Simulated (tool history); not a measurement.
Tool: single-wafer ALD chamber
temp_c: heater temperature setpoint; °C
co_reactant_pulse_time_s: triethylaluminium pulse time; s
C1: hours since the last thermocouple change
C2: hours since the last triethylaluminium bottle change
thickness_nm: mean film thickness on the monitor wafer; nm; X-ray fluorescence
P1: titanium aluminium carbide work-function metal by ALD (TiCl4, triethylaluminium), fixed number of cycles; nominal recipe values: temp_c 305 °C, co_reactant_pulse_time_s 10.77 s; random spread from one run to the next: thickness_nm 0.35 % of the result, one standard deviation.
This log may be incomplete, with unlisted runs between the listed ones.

Run 1, hour 15.2: temp_c 305 °C, co_reactant_pulse_time_s 10.77 s; C1 746.3; C2 151.1. Result: thickness_nm 2.0446 nm.
Run 2, hour 30.3: temp_c 295 °C, co_reactant_pulse_time_s 7.67 s; C1 761.4; C2 166.2. Result: thickness_nm 1.8656 nm.
Run 3, hour 37.6: temp_c 305 °C, co_reactant_pulse_time_s 4.04 s; C1 768.7; C2 173.5. Result: thickness_nm 1.5807 nm.
Run 4, hour 50.3: temp_c 305 °C, co_reactant_pulse_time_s 10.77 s; C1 781.4; C2 186.2. Result: thickness_nm 2.0475 nm.
Run 5, hour 61.7: temp_c 323 °C, co_reactant_pulse_time_s 14.08 s; C1 792.8; C2 197.6. Result: thickness_nm 2.2406 nm.
Run 6, hour 73.2: temp_c 281 °C, co_reactant_pulse_time_s 10.77 s; C1 804.3; C2 209.1. Result: thickness_nm 1.8305 nm.
Run 7, hour 81.1: temp_c 305 °C, co_reactant_pulse_time_s 10.77 s; C1 812.2; C2 217. Result: thickness_nm 2.0447 nm.
Run 8, hour 95.5: temp_c 305 °C, co_reactant_pulse_time_s 10.77 s; C1 826.6; C2 231.4. Result: thickness_nm 2.0397 nm.
Run 9, hour 109.9: temp_c 323 °C, co_reactant_pulse_time_s 10.77 s; C1 841; C2 245.8. Result: thickness_nm 2.1833 nm.
Run 10, hour 118.9: temp_c 305 °C, co_reactant_pulse_time_s 16.4 s; C1 850; C2 254.8. Result: thickness_nm 2.087 nm.
Run 11, hour 129.7: temp_c 305 °C, co_reactant_pulse_time_s 10.77 s; C1 860.8; C2 265.6. Result: thickness_nm 2.0445 nm.
Run 12, hour 143.8: temp_c 305 °C, co_reactant_pulse_time_s 10.77 s; C1 874.9; C2 279.7. Result: thickness_nm 2.0516 nm.
Run 13, hour 157.4: temp_c 305 °C, co_reactant_pulse_time_s 10.77 s; C1 888.5; C2 293.3. Result: thickness_nm 2.0255 nm.
Run 14, hour 168.6: temp_c 305 °C, co_reactant_pulse_time_s 10.77 s; C1 899.7; C2 304.5. Result: thickness_nm 2.026 nm.
Run 15, hour 176.8: temp_c 305 °C, co_reactant_pulse_time_s 10.77 s; C1 907.9; C2 312.7. Result: thickness_nm 2.01 nm.
Run 16, hour 189: temp_c 305 °C, co_reactant_pulse_time_s 10.77 s; C1 920.1; C2 324.9. Result: thickness_nm 2.0235 nm.

Estimate the outcome of run 17 from the log above:
Run 17, hour 203.1: temp_c 305 °C, co_reactant_pulse_time_s 10.77 s; C1 934.2; C2 339. Result: thickness_nm ?.

{"run 17": {"thickness_nm": 2.0112}}
